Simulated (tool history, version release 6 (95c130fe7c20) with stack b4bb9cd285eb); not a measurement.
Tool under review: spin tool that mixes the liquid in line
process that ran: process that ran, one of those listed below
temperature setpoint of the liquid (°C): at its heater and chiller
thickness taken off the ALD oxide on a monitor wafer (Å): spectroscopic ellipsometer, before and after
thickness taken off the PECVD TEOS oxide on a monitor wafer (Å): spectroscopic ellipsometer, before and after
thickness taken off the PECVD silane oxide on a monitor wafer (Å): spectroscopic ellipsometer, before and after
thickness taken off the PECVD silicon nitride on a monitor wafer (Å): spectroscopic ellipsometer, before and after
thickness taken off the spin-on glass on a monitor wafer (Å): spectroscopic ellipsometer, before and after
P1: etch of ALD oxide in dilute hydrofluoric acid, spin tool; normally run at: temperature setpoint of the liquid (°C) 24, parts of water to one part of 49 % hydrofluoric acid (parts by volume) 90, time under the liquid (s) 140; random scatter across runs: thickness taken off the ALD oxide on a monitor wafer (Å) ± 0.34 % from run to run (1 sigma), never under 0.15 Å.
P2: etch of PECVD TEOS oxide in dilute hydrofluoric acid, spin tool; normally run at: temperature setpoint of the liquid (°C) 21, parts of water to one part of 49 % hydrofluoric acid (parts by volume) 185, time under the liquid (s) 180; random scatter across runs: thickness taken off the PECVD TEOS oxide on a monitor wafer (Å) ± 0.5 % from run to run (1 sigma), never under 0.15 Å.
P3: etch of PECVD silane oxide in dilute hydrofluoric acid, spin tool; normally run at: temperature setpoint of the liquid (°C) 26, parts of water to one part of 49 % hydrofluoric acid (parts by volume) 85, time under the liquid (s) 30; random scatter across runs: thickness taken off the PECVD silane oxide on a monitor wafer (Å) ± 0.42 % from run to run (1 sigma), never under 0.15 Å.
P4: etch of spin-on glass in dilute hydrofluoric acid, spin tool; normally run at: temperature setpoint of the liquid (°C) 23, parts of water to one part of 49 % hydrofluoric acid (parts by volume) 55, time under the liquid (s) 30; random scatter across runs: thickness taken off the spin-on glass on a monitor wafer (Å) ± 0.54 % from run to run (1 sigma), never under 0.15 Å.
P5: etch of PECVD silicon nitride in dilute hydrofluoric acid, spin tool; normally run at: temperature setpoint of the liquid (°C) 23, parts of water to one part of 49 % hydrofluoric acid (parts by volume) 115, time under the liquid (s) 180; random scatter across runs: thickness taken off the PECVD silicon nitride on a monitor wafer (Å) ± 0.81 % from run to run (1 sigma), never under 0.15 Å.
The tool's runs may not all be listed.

run	hour	process that ran	temperature setpoint of the liquid (°C)	parts of water to one part of 49 % hydrofluoric acid (parts by volume)	time under the liquid (s)	hours since the thermometer was replaced	hours since the hydrofluoric acid flow meter was replaced	thickness taken off the ALD oxide on a monitor wafer (Å)	thickness taken off the PECVD TEOS oxide on a monitor wafer (Å)	thickness taken off the PECVD silane oxide on a monitor wafer (Å)	thickness taken off the PECVD silicon nitride on a monitor wafer (Å)	thickness taken off the spin-on glass on a monitor wafer (Å)
1	3.1	P1	24	90	140	1487.5	1512.3	153.79				
2	8.2	P1	31	90	140	1492.6	1517.4	203.07				
3	13.4	P1	24	90	140	1497.8	1522.6	154.24				
4	18.3	P1	17.5	125	140	1502.7	1527.5	82.316				
5	24.2	P2	21	70	180	1508.6	1533.4		210.5			
6	30.5	P1	24	135	140	1514.9	1539.7	98.053				
7	34.3	P1	28	45	140	1518.7	1543.5	383.61				
8	38.1	P2	21	185	15	1522.5	1547.3		5.8568			
9	44.1	P1	24	90	45	1528.5	1553.3	49.404				
10	48.2	P3	26	85	30	1532.6	1557.4			191.9		
11	52.8	P5	23	115	180	1537.2	1562				28.944	
12	58	P1	17.5	90	140	1542.4	1567.2	117.68				
13	64.6	P2	21	185	180	1549	1573.8		70.09			
14	71.4	P4	23	55	15	1555.8	1580.6					73.497
15	77.9	P1	24	90	140	1562.3	1587.1	153.92				
16	81	P5	23	115	345	1565.4	1590.2				55.188	
17	84	P1	24	90	140	1568.4	1593.2	153.64				
18	89	P5	23	20	180	1573.4	1598.2				157.15	
19	95.7	P3	26	40	30	1580.1	1604.9			436.13		
20	101.5	P4	23	55	30	1585.9	1610.7					145.74
21	105.8	P5	19	115	180	1590.2	1615				21.563	
22	109.8	P2	17	185	180	1594.2	1619		59.611			
23	113.8	P1	24	20	140	1598.2	1623	759.18				
24	116.8	P4	31.5	55	30	1601.2	1626					207.52
25	122.4	P3	26	85	50	1606.8	1631.6			320.78		
26	129.1	P3	20	85	30	1613.5	1638.3			150.67		
27	135.8	P3	26	85	30	1620.2	1645			193.84		
28	140.3	P1	24	90	220	1624.7	1649.5	240.54				
29	145.1	P4	23	90	30	1629.5	1654.3					84.928
30	151.6	P5	23	115	180	1636	1660.8				28.974	
31	158.2	P1	24	90	140	1642.6	1667.4	154.56				
32	162.3	P1	24	90	140	1646.7	1671.5	153.94				
33	168	P1	24	90	140	1652.4	1677.2	159.76				
34	174.4	P1	24	90	140	1658.8	1683.6	163.42				
35	178.7	P1	24	90	140	1663.1	1687.9	164.55				
36	183.1	P1	24	90	140	1667.5	1692.3	166.14				
37	187	P1	24	90	140	1671.4	1696.2	166.09				
38	193.7	P1	24	90	140	1678.1	1702.9	165.85				
39	197.1	P1	24	90	140	1681.5	1706.3	166.59				
40	203	P1	24	90	140	1687.4	1712.2	166.99				
41	207	P1	24	90	140	1691.4	1716.2	167.4				

The log shows P1 creeping away from where it was. Any of the 2 causes listed here, at the size stated for it, fits the log just as well as the others:
A: hydrofluoric acid flow above the setpoint (%) = 7.71
B: liquid hotter than its thermometer reads (K) = 2.09
The onset of the drift is placed at about hour 162.3.

Below are 4 check runs, each averaged over 2 wafers, with their results shown as question marks. Which of them would give clearly different results depending on which cause is behind the drift?
check 1	211	P4	23	55	30							?
check 2	211	P2	21	185	180				?			
check 3	211	P5	23	115	180						?	
check 4	211	P3	26	85	30					?		

Predicted outcomes, by check and by cause:
check	result	if A	if B
check 1	thickness taken off the spin-on glass on a monitor wafer (Å)	158.85	159.84
check 2	thickness taken off the PECVD TEOS oxide on a monitor wafer (Å)	76.829	76.201
check 3	thickness taken off the PECVD silicon nitride on a monitor wafer (Å)	30.888	32.918
check 4	thickness taken off the PECVD silane oxide on a monitor wafer (Å)	209.03	208.87
Minimum pairwise separation of causes per check, each pair taken at its best-separating result: check 1 0.62 %; check 2 0.82 %; check 3 6.37 %; check 4 0.08 %
Check 3 is the one run that separates the causes; every other check would come out nearly the same whichever cause is at work.

Running check 3 produced the following: thickness taken off the PECVD silicon nitride on a monitor wafer (Å) 32.757. Which one of the listed causes fits?

The cause is B: liquid hotter than its thermometer reads (K).

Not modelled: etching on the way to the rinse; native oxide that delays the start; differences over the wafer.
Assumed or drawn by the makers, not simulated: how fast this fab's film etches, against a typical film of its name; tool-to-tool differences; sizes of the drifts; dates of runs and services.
